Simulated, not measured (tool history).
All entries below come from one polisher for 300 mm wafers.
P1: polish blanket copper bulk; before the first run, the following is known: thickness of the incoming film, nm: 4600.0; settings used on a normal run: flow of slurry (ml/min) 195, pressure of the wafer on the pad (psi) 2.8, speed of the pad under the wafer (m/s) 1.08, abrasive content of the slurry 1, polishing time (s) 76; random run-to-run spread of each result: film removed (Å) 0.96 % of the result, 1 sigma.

| run | hour | flow of slurry (ml/min) | pressure of the wafer on the pad (psi) | speed of the pad under the wafer (m/s) | abrasive content of the slurry | polishing time (s) | wafers polished on this pad | hours since the slurry nozzle was cleaned | hours since the head pressure was calibrated | hours since the slurry blender was calibrated | film removed (Å) |
|---|---|---|---|---|---|---|---|---|---|---|---|
| 1 | 5.2 | 195 | 2.8 | 1.08 | 1 | 76 | 646 | 171.2 | 505.9 | 132.8 | 6417 |
| 2 | 8.9 | 195 | 3.7 | 1.08 | 1 | 76 | 675 | 174.9 | 509.6 | 136.5 | 8617.1 |
| 3 | 16.5 | 195 | 2.8 | 1.6 | 1 | 76 | 733 | 182.5 | 517.2 | 144.1 | 9579.3 |
| 4 | 23.5 | 195 | 2.8 | 0.66 | 1.3 | 76 | 786 | 189.5 | 524.2 | 151.1 | 4174.8 |
| 5 | 30.3 | 195 | 2.8 | 1.08 | 1 | 47 | 838 | 196.3 | 531 | 157.9 | 4037.5 |
| 6 | 34.1 | 195 | 2.8 | 1.08 | 1 | 114 | 868 | 200.1 | 534.8 | 161.7 | 9891.3 |
| 7 | 39 | 195 | 2.8 | 0.82 | 1 | 55 | 905 | 205 | 539.7 | 166.6 | 3610.3 |
| 8 | 45.7 | 195 | 2.8 | 1.08 | 1 | 76 | 956 | 211.7 | 546.4 | 173.3 | 6698.3 |
| 9 | 53 | 195 | 2.8 | 1.08 | 0.6 | 76 | 1012 | 219 | 553.7 | 180.6 | 5867.8 |
| 10 | 57 | 195 | 2.8 | 0.8 | 1 | 108 | 1043 | 223 | 557.7 | 184.6 | 7023.6 |
| 11 | 63.7 | 255 | 2.8 | 1.08 | 1 | 76 | 1094 | 229.7 | 564.4 | 191.3 | 6682.9 |
| 12 | 70.7 | 195 | 2.8 | 1.08 | 1.45 | 76 | 1148 | 236.7 | 571.4 | 198.3 | 7069.1 |
| 13 | 76.1 | 195 | 2.8 | 1.08 | 1 | 76 | 1189 | 242.1 | 576.8 | 203.7 | 6502.7 |
| 14 | 80.5 | 195 | 1.8 | 1.08 | 1 | 76 | 1223 | 246.5 | 581.2 | 208.1 | 4184.5 |
| 15 | 84.4 | 195 | 2.8 | 0.6 | 1 | 76 | 1253 | 250.4 | 585.1 | 212 | 3628.8 |

Predict the results of run 16:
| 16 | 91.8 | 195 | 2.8 | 1.08 | 1 | 76 | 1310 | 257.8 | 592.5 | 219.4 | ? |

Run 16 came out at film removed (Å) 6588.4.

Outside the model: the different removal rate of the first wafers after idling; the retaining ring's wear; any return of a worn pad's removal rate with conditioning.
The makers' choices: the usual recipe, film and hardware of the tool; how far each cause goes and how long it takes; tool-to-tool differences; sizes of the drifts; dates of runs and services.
